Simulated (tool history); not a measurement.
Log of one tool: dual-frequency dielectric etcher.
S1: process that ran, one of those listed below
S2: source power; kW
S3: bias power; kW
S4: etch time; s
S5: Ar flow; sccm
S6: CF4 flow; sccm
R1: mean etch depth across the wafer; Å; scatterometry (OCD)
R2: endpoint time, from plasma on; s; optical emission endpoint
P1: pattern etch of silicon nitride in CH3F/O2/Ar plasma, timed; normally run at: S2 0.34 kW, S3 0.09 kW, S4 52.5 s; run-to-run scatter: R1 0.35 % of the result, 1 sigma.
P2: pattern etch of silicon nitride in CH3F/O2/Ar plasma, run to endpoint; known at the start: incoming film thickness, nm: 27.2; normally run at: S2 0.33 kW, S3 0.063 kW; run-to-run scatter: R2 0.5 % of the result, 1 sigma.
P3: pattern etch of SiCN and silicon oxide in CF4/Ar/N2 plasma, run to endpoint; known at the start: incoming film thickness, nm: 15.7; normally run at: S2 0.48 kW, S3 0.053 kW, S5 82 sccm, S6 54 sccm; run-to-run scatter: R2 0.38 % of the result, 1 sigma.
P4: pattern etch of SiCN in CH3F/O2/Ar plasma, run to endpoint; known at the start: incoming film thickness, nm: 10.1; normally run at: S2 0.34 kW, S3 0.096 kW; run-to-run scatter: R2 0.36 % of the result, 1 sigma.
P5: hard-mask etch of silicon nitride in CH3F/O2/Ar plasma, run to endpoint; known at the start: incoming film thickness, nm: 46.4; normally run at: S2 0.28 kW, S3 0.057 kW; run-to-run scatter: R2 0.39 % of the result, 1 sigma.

run 1 day=0.083 | S1=P1 S2=0.34 S3=0.09 S4=52.5 | R1=377.68
run 2 day=0.175 | S1=P3 S2=0.48 S3=0.053 S5=82 S6=75 | R2=17.956
run 3 day=0.317 | S1=P2 S2=0.33 S3=0.063 | R2=42.885
run 4 day=0.421 | S1=P3 S2=0.48 S3=0.053 S5=82 S6=54 | R2=19.101
run 5 day=0.567 | S1=P1 S2=0.43 S3=0.09 S4=52.5 | R1=411.55
run 6 day=0.729 | S1=P5 S2=0.28 S3=0.057 | R2=80.96
run 7 day=0.842 | S1=P4 S2=0.34 S3=0.065 | R2=29.502
run 8 day=0.988 | S1=P1 S2=0.34 S3=0.09 S4=52.5 | R1=377.73
run 9 day=1.088 | S1=P4 S2=0.34 S3=0.096 | R2=25.81
run 10 day=1.25 | S1=P1 S2=0.34 S3=0.06 S4=52.5 | R1=328.91
run 11 day=1.35 | S1=P5 S2=0.28 S3=0.077 | R2=72.915
run 12 day=1.517 | S1=P3 S2=0.48 S3=0.053 S5=82 S6=54 | R2=19.11
run 13 day=1.679 | S1=P2 S2=0.33 S3=0.047 | R2=47.177
run 14 day=1.817 | S1=P1 S2=0.34 S3=0.09 S4=36.5 | R1=264.46
run 15 day=1.971 | S1=P3 S2=0.48 S3=0.032 S5=82 S6=54 | R2=22.169
run 16 day=2.104 | S1=P3 S2=0.48 S3=0.053 S5=106 S6=54 | R2=19.982
run 17 day=2.25 | S1=P1 S2=0.34 S3=0.126 S4=52.5 | R1=430.43
run 18 day=2.342 | S1=P1 S2=0.34 S3=0.09 S4=52.5 | R1=379.39
run 19 day=2.467 | S1=P5 S2=0.36 S3=0.057 | R2=73.809
run 20 day=2.608 | S1=P1 S2=0.28 S3=0.09 S4=52.5 | R1=353.98
run 21 day=2.721 | S1=P2 S2=0.23 S3=0.063 | R2=49.42
run 22 day=2.833 | S1=P4 S2=0.23 S3=0.096 | R2=29.615
run 23 day=2.983 | S1=P1 S2=0.45 S3=0.09 S4=36.5 | R1=295.36
run 24 day=3.142 | S1=P5 S2=0.28 S3=0.057 | R2=81.349
run 25 day=3.267 | S1=P1 S2=0.34 S3=0.09 S4=52.5 | R1=378.45
run 26 day=3.425 | S1=P1 S2=0.34 S3=0.09 S4=79.5 | R1=572.07
run 27 day=3.554 | S1=P3 S2=0.35 S3=0.053 S5=82 S6=54 | R2=25.245
run 28 day=3.717 | S1=P1 S2=0.34 S3=0.119 S4=41.5 | R1=330.04
run 29 day=3.8 | S1=P1 S2=0.34 S3=0.09 S4=52.5 | R1=378.13
run 30 day=3.908 | S1=P1 S2=0.34 S3=0.09 S4=52.5 | R1=375.44
run 31 day=4 | S1=P1 S2=0.34 S3=0.09 S4=52.5 | R1=373.46
run 32 day=4.117 | S1=P1 S2=0.34 S3=0.09 S4=52.5 | R1=374.86
run 33 day=4.242 | S1=P1 S2=0.34 S3=0.09 S4=52.5 | R1=372.31
run 34 day=4.396 | S1=P1 S2=0.34 S3=0.09 S4=52.5 | R1=374.07
run 35 day=4.517 | S1=P1 S2=0.34 S3=0.09 S4=52.5 | R1=373.75
run 36 day=4.629 | S1=P1 S2=0.34 S3=0.09 S4=52.5 | R1=375.75
-- day=4.638 wet clean of the chamber
run 37 day=4.767 | S1=P1 S2=0.34 S3=0.09 S4=52.5 | R1=372.77
run 38 day=4.871 | S1=P1 S2=0.34 S3=0.09 S4=52.5 | R1=372.33
run 39 day=4.954 | S1=P1 S2=0.34 S3=0.09 S4=52.5 | R1=372.77
run 40 day=5.133 | S1=P1 S2=0.34 S3=0.09 S4=52.5 | R1=371.42

What P1 gives has crept away from where it was. These 2 causes fit the log equally well, each at the size given:
A: bias power that arrives under what is set, % = 4.77
B: source power that arrives under what is set, % = 4.63
The creep began at about day 3.8.
Why every other cause is out:
chamber walls in a state that lowers the etch rate, %: serviced at day 4.638, which brought nothing back

4 check runs are offered, one wafer each, their results left as question marks. Which one tells the causes apart?
run check 1 day=5.312 | S1=P4 S2=0.34 S3=0.096 | R2=?
run check 2 day=5.312 | S1=P2 S2=0.33 S3=0.063 | R2=?
run check 3 day=5.312 | S1=P5 S2=0.28 S3=0.057 | R2=?
run check 4 day=5.312 | S1=P3 S2=0.48 S3=0.053 S5=82 S6=54 | R2=?

What each check would give under each cause:
check=check_1 result=R2 if_A=26.094 if_B=26.069
check=check_2 result=R2 if_A=43.686 if_B=43.758
check=check_3 result=R2 if_A=82.512 if_B=82.666
check=check_4 result=R2 if_A=19.369 if_B=19.895
How far apart the two closest causes lie, in the result that separates them most: check 1 0.1 %; check 2 0.16 %; check 3 0.19 %; check 4 2.68 %
Only check 4 tells the causes apart: in the others they would give nearly the same result.

Then check 4 was run and gave: R2 19.966 s. Which cause is it?

It is B: source power that arrives under what is set, %.

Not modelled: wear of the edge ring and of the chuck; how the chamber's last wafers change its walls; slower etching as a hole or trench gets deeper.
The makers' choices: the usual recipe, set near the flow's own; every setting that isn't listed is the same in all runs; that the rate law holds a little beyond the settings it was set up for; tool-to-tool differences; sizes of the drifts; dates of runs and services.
